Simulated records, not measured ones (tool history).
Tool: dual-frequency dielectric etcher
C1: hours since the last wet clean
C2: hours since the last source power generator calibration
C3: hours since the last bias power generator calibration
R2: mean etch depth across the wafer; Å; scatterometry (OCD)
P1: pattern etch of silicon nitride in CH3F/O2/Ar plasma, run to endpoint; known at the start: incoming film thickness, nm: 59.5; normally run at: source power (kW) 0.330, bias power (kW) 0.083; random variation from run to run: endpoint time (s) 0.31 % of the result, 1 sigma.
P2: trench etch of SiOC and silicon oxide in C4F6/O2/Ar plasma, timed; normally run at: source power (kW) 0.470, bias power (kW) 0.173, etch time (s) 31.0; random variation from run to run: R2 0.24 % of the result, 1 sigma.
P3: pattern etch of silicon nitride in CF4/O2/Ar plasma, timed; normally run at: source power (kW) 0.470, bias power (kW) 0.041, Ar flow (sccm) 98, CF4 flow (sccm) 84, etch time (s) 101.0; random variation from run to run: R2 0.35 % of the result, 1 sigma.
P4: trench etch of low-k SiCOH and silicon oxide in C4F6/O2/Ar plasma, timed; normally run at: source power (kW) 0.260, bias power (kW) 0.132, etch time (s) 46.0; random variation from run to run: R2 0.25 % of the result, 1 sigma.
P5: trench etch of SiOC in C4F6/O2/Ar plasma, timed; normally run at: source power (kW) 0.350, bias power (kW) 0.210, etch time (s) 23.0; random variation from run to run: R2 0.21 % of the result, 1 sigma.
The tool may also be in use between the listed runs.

Run 1, hour 6.3: process that ran P1, source power (kW) 0.330, bias power (kW) 0.083; C1 262.8; C2 2462.0; C3 779.1. Result: endpoint time (s) 86.749.
Run 2, hour 19.9: process that ran P4, source power (kW) 0.260, bias power (kW) 0.187, etch time (s) 46.0; C1 276.4; C2 2475.6; C3 792.7. Result: R2 1277.00 Å.
Run 3, hour 28.8: process that ran P4, source power (kW) 0.260, bias power (kW) 0.132, etch time (s) 46.0; C1 285.3; C2 2484.5; C3 801.6. Result: R2 1147.40 Å.
Run 4, hour 37.1: process that ran P2, source power (kW) 0.470, bias power (kW) 0.173, etch time (s) 31.0; C1 293.6; C2 2492.8; C3 809.9. Result: R2 640.72 Å.
Run 5, hour 50.3: process that ran P1, source power (kW) 0.330, bias power (kW) 0.063; C1 306.8; C2 2506.0; C3 823.1. Result: endpoint time (s) 95.648.
Run 6, hour 59.0: process that ran P2, source power (kW) 0.470, bias power (kW) 0.173, etch time (s) 23.5; C1 315.5; C2 2514.7; C3 831.8. Result: R2 486.00 Å.
Run 7, hour 71.0: process that ran P3, source power (kW) 0.470, bias power (kW) 0.052, etch time (s) 101.0, Ar flow (sccm) 98, CF4 flow (sccm) 84; C1 327.5; C2 2526.7; C3 843.8. Result: R2 1794.70 Å.
Run 8, hour 79.3: process that ran P5, source power (kW) 0.350, bias power (kW) 0.210, etch time (s) 23.0; C1 335.8; C2 2535.0; C3 852.1. Result: R2 474.56 Å.
Run 9, hour 92.7: process that ran P3, source power (kW) 0.470, bias power (kW) 0.041, etch time (s) 101.0, Ar flow (sccm) 98, CF4 flow (sccm) 57; C1 349.2; C2 2548.4; C3 865.5. Result: R2 1553.80 Å.
Run 10, hour 103.1: process that ran P3, source power (kW) 0.470, bias power (kW) 0.041, etch time (s) 101.0, Ar flow (sccm) 98, CF4 flow (sccm) 84; C1 359.6; C2 2558.8; C3 875.9. Result: R2 1643.80 Å.
Run 11, hour 114.2: process that ran P1, source power (kW) 0.440, bias power (kW) 0.083; C1 370.7; C2 2569.9; C3 887.0. Result: endpoint time (s) 78.003.
Run 12, hour 124.2: process that ran P1, source power (kW) 0.330, bias power (kW) 0.083; C1 380.7; C2 2579.9; C3 897.0. Result: endpoint time (s) 86.841.
Run 13, hour 138.3: process that ran P3, source power (kW) 0.470, bias power (kW) 0.041, etch time (s) 74.5, Ar flow (sccm) 98, CF4 flow (sccm) 84; C1 394.8; C2 2594.0; C3 911.1. Result: R2 1209.50 Å.
Run 14, hour 145.1: process that ran P1, source power (kW) 0.330, bias power (kW) 0.083; C1 401.6; C2 2600.8; C3 917.9. Result: endpoint time (s) 86.758.
Run 15, hour 155.1: process that ran P4, source power (kW) 0.180, bias power (kW) 0.132, etch time (s) 46.0; C1 411.6; C2 2610.8; C3 927.9. Result: R2 987.93 Å.
Run 16, hour 167.3: process that ran P2, source power (kW) 0.630, bias power (kW) 0.173, etch time (s) 31.0; C1 423.8; C2 2623.0; C3 940.1. Result: R2 719.36 Å.
Run 17, hour 180.4: process that ran P5, source power (kW) 0.350, bias power (kW) 0.143, etch time (s) 23.0; C1 436.9; C2 2636.1; C3 953.2. Result: R2 419.12 Å.
Run 18, hour 189.0: process that ran P5, source power (kW) 0.350, bias power (kW) 0.210, etch time (s) 23.0; C1 445.5; C2 2644.7; C3 961.8. Result: R2 475.46 Å.
Run 19, hour 201.1: process that ran P5, source power (kW) 0.350, bias power (kW) 0.210, etch time (s) 15.5; C1 457.6; C2 2656.8; C3 973.9. Result: R2 320.17 Å.
Run 20, hour 210.0: process that ran P3, source power (kW) 0.470, bias power (kW) 0.041, etch time (s) 101.0, Ar flow (sccm) 78, CF4 flow (sccm) 84; C1 466.5; C2 2665.7; C3 982.8. Result: R2 1709.00 Å.
Run 21, hour 220.6: process that ran P4, source power (kW) 0.260, bias power (kW) 0.132, etch time (s) 67.5; C1 477.1; C2 2676.3; C3 993.4. Result: R2 1673.00 Å.
At hour 221.2: wet clean of the chamber.
Run 22, hour 227.9: process that ran P1, source power (kW) 0.330, bias power (kW) 0.083; C1 6.8; C2 2683.6; C3 1000.7. Result: endpoint time (s) 87.177.
Run 23, hour 238.0: process that ran P2, source power (kW) 0.470, bias power (kW) 0.136, etch time (s) 31.0; C1 16.9; C2 2693.7; C3 1010.8. Result: R2 597.84 Å.
Run 24, hour 248.7: process that ran P4, source power (kW) 0.260, bias power (kW) 0.132, etch time (s) 46.0; C1 27.6; C2 2704.4; C3 1021.5. Result: R2 1140.50 Å.
Run 25, hour 259.6: process that ran P1, source power (kW) 0.250, bias power (kW) 0.083; C1 38.5; C2 2715.3; C3 1032.4. Result: endpoint time (s) 96.091.
At hour 264.1: source power generator calibrated.
Run 26, hour 267.8: process that ran P1, source power (kW) 0.330, bias power (kW) 0.103; C1 46.7; C2 3.7; C3 1040.6. Result: endpoint time (s) 79.757.
Run 27, hour 279.4: process that ran P1, source power (kW) 0.240, bias power (kW) 0.109; C1 58.3; C2 15.3; C3 1052.2. Result: endpoint time (s) 88.192.
Run 28, hour 293.0: process that ran P3, source power (kW) 0.620, bias power (kW) 0.041, etch time (s) 101.0, Ar flow (sccm) 98, CF4 flow (sccm) 84; C1 71.9; C2 28.9; C3 1065.8. Result: R2 2091.60 Å.
Run 29, hour 304.3: process that ran P5, source power (kW) 0.280, bias power (kW) 0.210, etch time (s) 23.0; C1 83.2; C2 40.2; C3 1077.1. Result: R2 435.19 Å.
Run 30, hour 313.6: process that ran P2, source power (kW) 0.470, bias power (kW) 0.173, etch time (s) 31.0; C1 92.5; C2 49.5; C3 1086.4. Result: R2 640.56 Å.
Run 31, hour 323.2: process that ran P1, source power (kW) 0.330, bias power (kW) 0.083; C1 102.1; C2 59.1; C3 1096.0. Result: endpoint time (s) 86.430.
Run 32, hour 336.9: process that ran P1, source power (kW) 0.330, bias power (kW) 0.083; C1 115.8; C2 72.8; C3 1109.7. Result: endpoint time (s) 85.960.
Run 33, hour 344.8: process that ran P1, source power (kW) 0.330, bias power (kW) 0.083; C1 123.7; C2 80.7; C3 1117.6. Result: endpoint time (s) 86.285.
Run 34, hour 358.5: process that ran P1, source power (kW) 0.330, bias power (kW) 0.083; C1 137.4; C2 94.4; C3 1131.3. Result: endpoint time (s) 85.330.
Run 35, hour 371.1: process that ran P1, source power (kW) 0.330, bias power (kW) 0.083; C1 150.0; C2 107.0; C3 1143.9. Result: endpoint time (s) 85.345.
Run 36, hour 378.6: process that ran P1, source power (kW) 0.330, bias power (kW) 0.083; C1 157.5; C2 114.5; C3 1151.4. Result: endpoint time (s) 85.164.
At hour 388.1: wet clean of the chamber.
Run 37, hour 390.3: process that ran P1, source power (kW) 0.330, bias power (kW) 0.083; C1 2.3; C2 126.2; C3 1163.1. Result: endpoint time (s) 85.320.
Run 38, hour 400.8: process that ran P1, source power (kW) 0.330, bias power (kW) 0.083; C1 12.8; C2 136.7; C3 1173.6. Result: endpoint time (s) 85.441.
Run 39, hour 412.8: process that ran P1, source power (kW) 0.330, bias power (kW) 0.083; C1 24.8; C2 148.7; C3 1185.6. Result: endpoint time (s) 85.667.
Run 40, hour 420.3: process that ran P1, source power (kW) 0.330, bias power (kW) 0.083; C1 32.3; C2 156.2; C3 1193.1. Result: endpoint time (s) 85.530.
Run 41, hour 430.9: process that ran P1, source power (kW) 0.330, bias power (kW) 0.083; C1 42.9; C2 166.8; C3 1203.7. Result: endpoint time (s) 85.378.

What P1 gives has crept away from where it was. These 2 causes fit the log equally well, each at the size given:
A: bias power that arrives over what is set, % = 4.41
B: source power that arrives over what is set, % = 4.23
The creep began at about hour 323.2.
Why every other cause is out:
chamber walls in a state that raises the etch rate, %: serviced at hour 388.1, which brought nothing back

4 check runs are offered, each on 2 wafers whose results are averaged, their results left as question marks. Which one tells the causes apart?
Run check 1, hour 441.5: process that ran P4, source power (kW) 0.260, bias power (kW) 0.132, etch time (s) 46.0. Result: R2 ?.
Run check 2, hour 441.5: process that ran P3, source power (kW) 0.470, bias power (kW) 0.041, etch time (s) 101.0, Ar flow (sccm) 98, CF4 flow (sccm) 84. Result: R2 ?.
Run check 3, hour 441.5: process that ran P5, source power (kW) 0.350, bias power (kW) 0.210, etch time (s) 23.0. Result: R2 ?.
Run check 4, hour 441.5: process that ran P2, source power (kW) 0.470, bias power (kW) 0.173, etch time (s) 31.0. Result: R2 ?.

What each check would give under each cause:
  check  result     if A     if B
check 1      R2  1156.80  1160.40
check 2      R2  1668.90  1703.00
check 3      R2   481.20   481.99
check 4      R2   650.58   652.40
How far apart the two closest causes lie, in the result that separates them most: check 1 0.31 %; check 2 2.03 %; check 3 0.16 %; check 4 0.28 %
Only check 2 tells the causes apart: in the others they would give nearly the same result.

Then check 2 was run and gave: R2 1703.40 Å. Which cause is it?

It is B: source power that arrives over what is set, %.
